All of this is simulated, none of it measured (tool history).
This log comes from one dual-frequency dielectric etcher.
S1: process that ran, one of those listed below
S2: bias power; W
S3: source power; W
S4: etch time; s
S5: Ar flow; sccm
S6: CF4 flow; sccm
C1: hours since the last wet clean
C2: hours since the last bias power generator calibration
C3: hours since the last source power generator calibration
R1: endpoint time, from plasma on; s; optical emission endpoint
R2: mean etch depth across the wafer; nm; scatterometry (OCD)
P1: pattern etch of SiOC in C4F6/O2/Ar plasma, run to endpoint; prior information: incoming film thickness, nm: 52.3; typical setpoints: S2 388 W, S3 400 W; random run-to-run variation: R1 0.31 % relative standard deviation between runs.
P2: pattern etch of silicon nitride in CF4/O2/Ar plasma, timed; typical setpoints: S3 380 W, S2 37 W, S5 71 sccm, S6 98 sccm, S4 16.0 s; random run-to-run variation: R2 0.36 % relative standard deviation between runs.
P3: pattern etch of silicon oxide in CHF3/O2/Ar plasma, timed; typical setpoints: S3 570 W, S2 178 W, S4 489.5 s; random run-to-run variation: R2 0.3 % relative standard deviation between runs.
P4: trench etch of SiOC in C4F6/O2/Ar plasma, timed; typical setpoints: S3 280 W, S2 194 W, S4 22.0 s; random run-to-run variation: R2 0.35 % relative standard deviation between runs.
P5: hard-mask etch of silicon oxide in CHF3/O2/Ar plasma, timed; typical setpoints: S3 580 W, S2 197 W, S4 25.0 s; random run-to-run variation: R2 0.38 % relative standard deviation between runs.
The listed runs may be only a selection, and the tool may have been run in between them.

{"run": 1, "day": 0.154, "S1": "P1", "S2": 388, "S3": 400, "C1": 261.3, "C2": 2137.6, "C3": 2871.7, "R1": 19.468}
{"run": 2, "day": 0.275, "S1": "P3", "S2": 178, "S3": 570, "S4": 489.5, "C1": 264.2, "C2": 2140.5, "C3": 2874.6, "R2": 963.15}
{"run": 3, "day": 0.429, "S1": "P5", "S2": 136, "S3": 580, "S4": 25.0, "C1": 267.9, "C2": 2144.2, "C3": 2878.3, "R2": 45.038}
{"run": 4, "day": 0.662, "S1": "P1", "S2": 388, "S3": 300, "C1": 273.5, "C2": 2149.8, "C3": 2883.9, "R1": 21.549}
{"run": 5, "day": 0.846, "S1": "P2", "S2": 28, "S3": 380, "S4": 16.0, "S5": 71, "S6": 98, "C1": 277.9, "C2": 2154.2, "C3": 2888.3, "R2": 18.998}
{"run": 6, "day": 1.0, "S1": "P5", "S2": 197, "S3": 680, "S4": 25.0, "C1": 281.6, "C2": 2157.9, "C3": 2892.0, "R2": 54.236}
{"run": 7, "day": 1.179, "S1": "P2", "S2": 37, "S3": 380, "S4": 16.0, "S5": 71, "S6": 132, "C1": 285.9, "C2": 2162.2, "C3": 2896.3, "R2": 21.564}
{"run": 8, "day": 1.433, "S1": "P3", "S2": 229, "S3": 570, "S4": 489.5, "C1": 292.0, "C2": 2168.3, "C3": 2902.4, "R2": 1047.7}
{"run": 9, "day": 1.583, "S1": "P4", "S2": 194, "S3": 180, "S4": 22.0, "C1": 295.6, "C2": 2171.9, "C3": 2906.0, "R2": 34.53}
{"run": 10, "day": 1.704, "S1": "P2", "S2": 37, "S3": 380, "S4": 11.5, "S5": 71, "S6": 98, "C1": 298.5, "C2": 2174.8, "C3": 2908.9, "R2": 14.975}
{"run": 11, "day": 1.954, "S1": "P1", "S2": 388, "S3": 400, "C1": 304.5, "C2": 2180.8, "C3": 2914.9, "R1": 19.444}
{"run": 12, "day": 2.175, "S1": "P5", "S2": 197, "S3": 580, "S4": 25.0, "C1": 309.8, "C2": 2186.1, "C3": 2920.2, "R2": 50.812}
{"run": 13, "day": 2.404, "S1": "P4", "S2": 194, "S3": 280, "S4": 16.5, "C1": 315.3, "C2": 2191.6, "C3": 2925.7, "R2": 30.648}
{"run": 14, "day": 2.575, "S1": "P1", "S2": 268, "S3": 490, "C1": 319.4, "C2": 2195.7, "C3": 2929.8, "R1": 20.488}
{"run": 15, "day": 2.771, "S1": "P1", "S2": 290, "S3": 290, "C1": 324.1, "C2": 2200.4, "C3": 2934.5, "R1": 24.311}
{"run": 16, "day": 2.917, "S1": "P5", "S2": 197, "S3": 580, "S4": 25.0, "C1": 327.6, "C2": 2203.9, "C3": 2938.0, "R2": 50.583}
{"run": 17, "day": 3.088, "S1": "P4", "S2": 149, "S3": 280, "S4": 22.0, "C1": 331.7, "C2": 2208.0, "C3": 2942.1, "R2": 37.451}
{"run": 18, "day": 3.204, "S1": "P4", "S2": 194, "S3": 280, "S4": 22.0, "C1": 334.5, "C2": 2210.8, "C3": 2944.9, "R2": 41.033}
{"run": 19, "day": 3.408, "S1": "P2", "S2": 37, "S3": 380, "S4": 16.0, "S5": 71, "S6": 98, "C1": 339.4, "C2": 2215.7, "C3": 2949.8, "R2": 20.891}
{"run": 20, "day": 3.571, "S1": "P4", "S2": 194, "S3": 280, "S4": 22.0, "C1": 343.3, "C2": 2219.6, "C3": 2953.7, "R2": 40.987}
{"run": 21, "day": 3.754, "S1": "P1", "S2": 388, "S3": 400, "C1": 347.7, "C2": 2224.0, "C3": 2958.1, "R1": 19.397}
{"run": 22, "day": 3.962, "S1": "P1", "S2": 388, "S3": 400, "C1": 352.7, "C2": 2229.0, "C3": 2963.1, "R1": 19.422}
{"run": 23, "day": 4.146, "S1": "P2", "S2": 37, "S3": 380, "S4": 16.0, "S5": 84, "S6": 98, "C1": 357.1, "C2": 2233.4, "C3": 2967.5, "R2": 20.401}
{"run": 24, "day": 4.288, "S1": "P1", "S2": 481, "S3": 400, "C1": 360.5, "C2": 2236.8, "C3": 2970.9, "R1": 17.931}
{"run": 25, "day": 4.4, "S1": "P5", "S2": 197, "S3": 580, "S4": 14.0, "C1": 363.2, "C2": 2239.5, "C3": 2973.6, "R2": 28.532}
{"run": 26, "day": 4.629, "S1": "P1", "S2": 279, "S3": 400, "C1": 368.7, "C2": 2245.0, "C3": 2979.1, "R1": 21.824}
{"run": 27, "day": 4.788, "S1": "P3", "S2": 178, "S3": 720, "S4": 489.5, "C1": 372.5, "C2": 2248.8, "C3": 2982.9, "R2": 1047.4}
{"run": 28, "day": 4.954, "S1": "P3", "S2": 178, "S3": 570, "S4": 614.5, "C1": 376.5, "C2": 2252.8, "C3": 2986.9, "R2": 1210.8}
{"run": 29, "day": 5.208, "S1": "P1", "S2": 388, "S3": 400, "C1": 382.6, "C2": 2258.9, "C3": 2993.0, "R1": 19.456}
{"run": 30, "day": 5.412, "S1": "P1", "S2": 388, "S3": 560, "C1": 387.5, "C2": 2263.8, "C3": 2997.9, "R1": 17.109}
{"run": 31, "day": 5.671, "S1": "P2", "S2": 37, "S3": 380, "S4": 16.0, "S5": 71, "S6": 98, "C1": 393.7, "C2": 2270.0, "C3": 3004.1, "R2": 20.855}
{"run": 32, "day": 5.812, "S1": "P2", "S2": 37, "S3": 250, "S4": 16.0, "S5": 71, "S6": 98, "C1": 397.1, "C2": 2273.4, "C3": 3007.5, "R2": 14.456}
{"run": 33, "day": 6.05, "S1": "P1", "S2": 388, "S3": 400, "C1": 402.8, "C2": 2279.1, "C3": 3013.2, "R1": 19.414}
{"run": 34, "day": 6.188, "S1": "P1", "S2": 388, "S3": 400, "C1": 406.1, "C2": 2282.4, "C3": 3016.5, "R1": 19.557}
{"run": 35, "day": 6.362, "S1": "P1", "S2": 388, "S3": 400, "C1": 410.3, "C2": 2286.6, "C3": 3020.7, "R1": 19.639}

Expected results for the next run?
{"day": 6.4, "done": "wet clean of the chamber"}
{"run": 36, "day": 6.488, "S1": "P1", "S2": 388, "S3": 400, "C1": 2.2, "C2": 2289.6, "C3": 3023.7, "R1": "?"}

Run 36 measured R1 19.671 s.
